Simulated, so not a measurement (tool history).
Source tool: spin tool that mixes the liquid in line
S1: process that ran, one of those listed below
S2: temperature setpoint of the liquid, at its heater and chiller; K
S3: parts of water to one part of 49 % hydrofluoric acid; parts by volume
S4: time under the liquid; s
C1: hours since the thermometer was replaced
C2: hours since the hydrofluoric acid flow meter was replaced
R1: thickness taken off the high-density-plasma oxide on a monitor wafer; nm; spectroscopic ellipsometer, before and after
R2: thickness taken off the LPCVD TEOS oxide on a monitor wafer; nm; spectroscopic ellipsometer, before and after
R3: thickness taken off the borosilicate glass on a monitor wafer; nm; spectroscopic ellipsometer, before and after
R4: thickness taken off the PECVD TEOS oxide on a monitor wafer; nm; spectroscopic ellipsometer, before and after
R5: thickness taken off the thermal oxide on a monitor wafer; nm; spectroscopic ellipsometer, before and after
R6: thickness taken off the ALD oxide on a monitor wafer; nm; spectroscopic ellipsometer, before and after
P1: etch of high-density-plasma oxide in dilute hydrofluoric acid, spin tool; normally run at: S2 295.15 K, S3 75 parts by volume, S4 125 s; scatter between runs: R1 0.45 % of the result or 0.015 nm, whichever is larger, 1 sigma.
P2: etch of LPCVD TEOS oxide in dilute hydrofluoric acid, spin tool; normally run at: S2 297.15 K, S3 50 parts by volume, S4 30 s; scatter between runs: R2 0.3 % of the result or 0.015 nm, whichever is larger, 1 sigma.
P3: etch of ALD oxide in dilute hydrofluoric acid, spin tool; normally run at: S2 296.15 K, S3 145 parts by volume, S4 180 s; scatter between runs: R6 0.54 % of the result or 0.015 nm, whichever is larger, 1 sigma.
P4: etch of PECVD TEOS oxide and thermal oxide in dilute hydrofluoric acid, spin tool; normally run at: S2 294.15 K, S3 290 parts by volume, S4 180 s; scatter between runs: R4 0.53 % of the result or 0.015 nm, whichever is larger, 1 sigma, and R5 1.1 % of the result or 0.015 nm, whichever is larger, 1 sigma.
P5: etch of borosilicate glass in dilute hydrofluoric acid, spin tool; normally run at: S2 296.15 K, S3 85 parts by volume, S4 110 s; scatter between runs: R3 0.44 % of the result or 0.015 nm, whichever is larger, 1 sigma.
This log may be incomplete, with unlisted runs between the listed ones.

run   hour  S1      S2   S3   S4      C1      C2      R1      R2      R3      R4       R5      R6
  1    5.1  P1  295.15   75  125  1181.9   790.4  9.6198
  2   12.4  P2  297.15   20   30  1189.2   797.7          38.375
  3   18.1  P1  295.15   75  125  1194.9   803.4  9.5711
  4   24.7  P5  290.15   85  110  1201.5     810                  22.763
  5   32.1  P1  295.15   75  125  1208.9   817.4  9.6007
  6     41  P4  294.15  290  310  1217.8   826.3                          20.365   3.6179
  7     50  P3  296.15  145  325  1226.8   835.3                                           27.062
  8   56.6  P1  295.15  115  235  1233.4   841.9  11.227
  9   61.7  P1  295.15  110  125  1238.5     847  6.2594
 10   67.8  P5  296.15  125  110  1244.6   853.1                  18.785
 11   73.3  P1  295.15   25  125  1250.1   858.6  30.545
 12   82.2  P3  290.15  145  180    1259   867.5                                           11.764
 13   91.5  P3  296.15   30  180  1268.3   876.8                                           83.591
 14  100.1  P5  296.15   85  110  1276.9   885.4                  28.839
 15  110.1  P4  294.15  290  180  1286.9   895.4                          11.787   2.1292
 16  116.6  P1  295.15   75  125  1293.4   901.9  9.5902
 17  122.2  P1  295.15   75  125    1299   907.5  9.5489
 18  131.3  P1  290.15   75  125  1308.1   916.6  7.6727
 19  138.2  P1  295.15   75  235    1315   923.5  17.919
 20  146.7  P2  305.15   50   30  1323.5     932          20.215
 21  154.1  P2  297.15   50   15  1330.9   939.4          7.3305
 22  162.8  P3  296.15  145  180  1339.6   948.1                                           14.897
 23    168  P4  294.15  530  180  1344.8   953.3                          5.2875  0.92363
 24  173.7  P4  302.15  290  180  1350.5     959                          15.447   2.7913
 25  179.1  P2  297.15   50   30  1355.9   964.4          14.663
 26  187.3  P5  296.15   85   25  1364.1   972.6                  6.6628
 27  196.1  P1  299.15   75  125  1372.9   981.4  11.107
 28  203.8  P1  295.15   75   15  1380.6   989.1  1.1347
 29  211.8  P1  295.15   75  125  1388.6   997.1  9.6197
 30    220  P1  295.15   75  125  1396.8  1005.3   9.901

Run 31 has not been measured yet. What should we expect?
 31  228.8  P1  295.15  75  125  1405.6  1014.1   ?

{"run 31": {"R1": 10.034}}

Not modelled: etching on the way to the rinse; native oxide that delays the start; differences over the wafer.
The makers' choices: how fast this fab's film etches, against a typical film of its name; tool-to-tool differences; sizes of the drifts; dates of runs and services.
